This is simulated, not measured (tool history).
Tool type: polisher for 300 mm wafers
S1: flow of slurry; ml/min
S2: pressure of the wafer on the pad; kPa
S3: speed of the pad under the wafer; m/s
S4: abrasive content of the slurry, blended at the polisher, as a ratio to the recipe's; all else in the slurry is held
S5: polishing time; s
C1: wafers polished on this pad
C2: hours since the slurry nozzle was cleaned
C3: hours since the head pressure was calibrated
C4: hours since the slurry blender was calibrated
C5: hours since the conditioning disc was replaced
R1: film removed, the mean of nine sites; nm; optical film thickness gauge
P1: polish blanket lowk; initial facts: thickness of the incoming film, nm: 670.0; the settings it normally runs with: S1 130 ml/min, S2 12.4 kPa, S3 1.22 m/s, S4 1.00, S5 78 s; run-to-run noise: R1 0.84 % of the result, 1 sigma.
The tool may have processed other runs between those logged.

{"run": 1, "hour": 15.9, "S1": 130, "S2": 12.4, "S3": 1.22, "S4": 1.0, "S5": 78, "C1": 288, "C2": 95.7, "C3": 102.3, "C4": 75.7, "C5": 105.0, "R1": 41.889}
{"run": 2, "hour": 27.9, "S1": 130, "S2": 12.4, "S3": 1.78, "S4": 1.0, "S5": 120, "C1": 396, "C2": 107.7, "C3": 114.3, "C4": 87.7, "C5": 117.0, "R1": 87.138}
{"run": 3, "hour": 39.2, "S1": 130, "S2": 12.4, "S3": 1.22, "S4": 1.0, "S5": 78, "C1": 499, "C2": 119.0, "C3": 125.6, "C4": 99.0, "C5": 128.3, "R1": 42.455}
{"run": 4, "hour": 51.3, "S1": 130, "S2": 12.4, "S3": 1.22, "S4": 1.0, "S5": 78, "C1": 608, "C2": 131.1, "C3": 137.7, "C4": 111.1, "C5": 140.4, "R1": 41.947}
{"run": 5, "hour": 65.8, "S1": 130, "S2": 12.4, "S3": 1.22, "S4": 1.0, "S5": 104, "C1": 740, "C2": 145.6, "C3": 152.2, "C4": 125.6, "C5": 154.9, "R1": 56.309}
{"run": 6, "hour": 77.9, "S1": 130, "S2": 12.4, "S3": 0.54, "S4": 1.0, "S5": 78, "C1": 849, "C2": 157.7, "C3": 164.3, "C4": 137.7, "C5": 167.0, "R1": 21.845}
{"run": 7, "hour": 94.3, "S1": 130, "S2": 12.4, "S3": 1.22, "S4": 1.25, "S5": 78, "C1": 998, "C2": 174.1, "C3": 180.7, "C4": 154.1, "C5": 183.4, "R1": 45.944}
{"run": 8, "hour": 102.4, "S1": 130, "S2": 5.5, "S3": 1.22, "S4": 1.0, "S5": 78, "C1": 1071, "C2": 182.2, "C3": 188.8, "C4": 162.2, "C5": 191.5, "R1": 18.725}
{"run": 9, "hour": 114.8, "S1": 190, "S2": 12.4, "S3": 1.22, "S4": 1.0, "S5": 78, "C1": 1184, "C2": 194.6, "C3": 201.2, "C4": 174.6, "C5": 203.9, "R1": 44.669}
{"run": 10, "hour": 126.9, "S1": 130, "S2": 12.4, "S3": 1.22, "S4": 0.6, "S5": 78, "C1": 1293, "C2": 206.7, "C3": 213.3, "C4": 186.7, "C5": 216.0, "R1": 32.44}
{"run": 11, "hour": 135.5, "S1": 170, "S2": 17.2, "S3": 1.22, "S4": 1.0, "S5": 78, "C1": 1371, "C2": 215.3, "C3": 221.9, "C4": 195.3, "C5": 224.6, "R1": 61.896}
{"run": 12, "hour": 146.9, "S1": 130, "S2": 19.3, "S3": 1.22, "S4": 1.0, "S5": 78, "C1": 1475, "C2": 226.7, "C3": 233.3, "C4": 206.7, "C5": 236.0, "R1": 66.159}
{"run": 13, "hour": 157.5, "S1": 130, "S2": 12.4, "S3": 1.22, "S4": 1.0, "S5": 78, "C1": 1571, "C2": 237.3, "C3": 243.9, "C4": 217.3, "C5": 246.6, "R1": 41.53}
{"run": 14, "hour": 169.3, "S1": 130, "S2": 12.4, "S3": 1.22, "S4": 1.0, "S5": 78, "C1": 1678, "C2": 249.1, "C3": 255.7, "C4": 229.1, "C5": 258.4, "R1": 42.62}
{"run": 15, "hour": 185.3, "S1": 130, "S2": 12.4, "S3": 1.82, "S4": 0.7, "S5": 78, "C1": 1823, "C2": 265.1, "C3": 271.7, "C4": 245.1, "C5": 274.4, "R1": 48.921}
{"run": 16, "hour": 199.2, "S1": 80, "S2": 12.4, "S3": 1.22, "S4": 1.0, "S5": 78, "C1": 1949, "C2": 279.0, "C3": 285.6, "C4": 259.0, "C5": 288.3, "R1": 37.376}
{"run": 17, "hour": 212.3, "S1": 130, "S2": 12.4, "S3": 1.56, "S4": 1.0, "S5": 78, "C1": 2067, "C2": 292.1, "C3": 298.7, "C4": 272.1, "C5": 301.4, "R1": 51.359}
{"run": 18, "hour": 222.5, "S1": 130, "S2": 12.4, "S3": 1.22, "S4": 1.0, "S5": 46, "C1": 2160, "C2": 302.3, "C3": 308.9, "C4": 282.3, "C5": 311.6, "R1": 25.118}
{"run": 19, "hour": 233.6, "S1": 130, "S2": 12.4, "S3": 1.22, "S4": 1.0, "S5": 78, "C1": 2260, "C2": 313.4, "C3": 320.0, "C4": 293.4, "C5": 322.7, "R1": 41.414}
{"run": 20, "hour": 248.9, "S1": 130, "S2": 12.4, "S3": 1.22, "S4": 1.0, "S5": 78, "C1": 2399, "C2": 328.7, "C3": 335.3, "C4": 308.7, "C5": 338.0, "R1": 39.981}
{"run": 21, "hour": 264.7, "S1": 130, "S2": 12.4, "S3": 1.22, "S4": 1.0, "S5": 78, "C1": 2542, "C2": 344.5, "C3": 351.1, "C4": 324.5, "C5": 353.8, "R1": 39.109}
{"run": 22, "hour": 281.7, "S1": 130, "S2": 12.4, "S3": 1.22, "S4": 1.0, "S5": 78, "C1": 2696, "C2": 361.5, "C3": 368.1, "C4": 341.5, "C5": 370.8, "R1": 38.566}
{"hour": 294.9, "done": "conditioning disc replaced and pad reconditioned"}
{"run": 23, "hour": 295.1, "S1": 130, "S2": 12.4, "S3": 1.22, "S4": 1.0, "S5": 78, "C1": 2818, "C2": 374.9, "C3": 381.5, "C4": 354.9, "C5": 0.3, "R1": 38.045}
{"run": 24, "hour": 304.5, "S1": 130, "S2": 12.4, "S3": 1.22, "S4": 1.0, "S5": 78, "C1": 2903, "C2": 384.3, "C3": 390.9, "C4": 364.3, "C5": 9.7, "R1": 38.433}
{"hour": 305.5, "done": "head pressure recalibrated"}
{"run": 25, "hour": 313.1, "S1": 130, "S2": 12.4, "S3": 1.22, "S4": 1.0, "S5": 78, "C1": 2981, "C2": 392.9, "C3": 7.7, "C4": 372.9, "C5": 18.3, "R1": 38.103}
{"hour": 324.9, "done": "slurry blender recalibrated"}
{"run": 26, "hour": 327.0, "S1": 130, "S2": 12.4, "S3": 1.22, "S4": 1.0, "S5": 78, "C1": 3107, "C2": 406.8, "C3": 21.6, "C4": 2.2, "C5": 32.2, "R1": 38.522}

What does the tool deliver on the next run?
{"run": 27, "hour": 337.3, "S1": 130, "S2": 12.4, "S3": 1.22, "S4": 1.0, "S5": 78, "C1": 3200, "C2": 417.1, "C3": 31.9, "C4": 12.5, "C5": 42.5, "R1": "?"}

R1: 38.321 nm
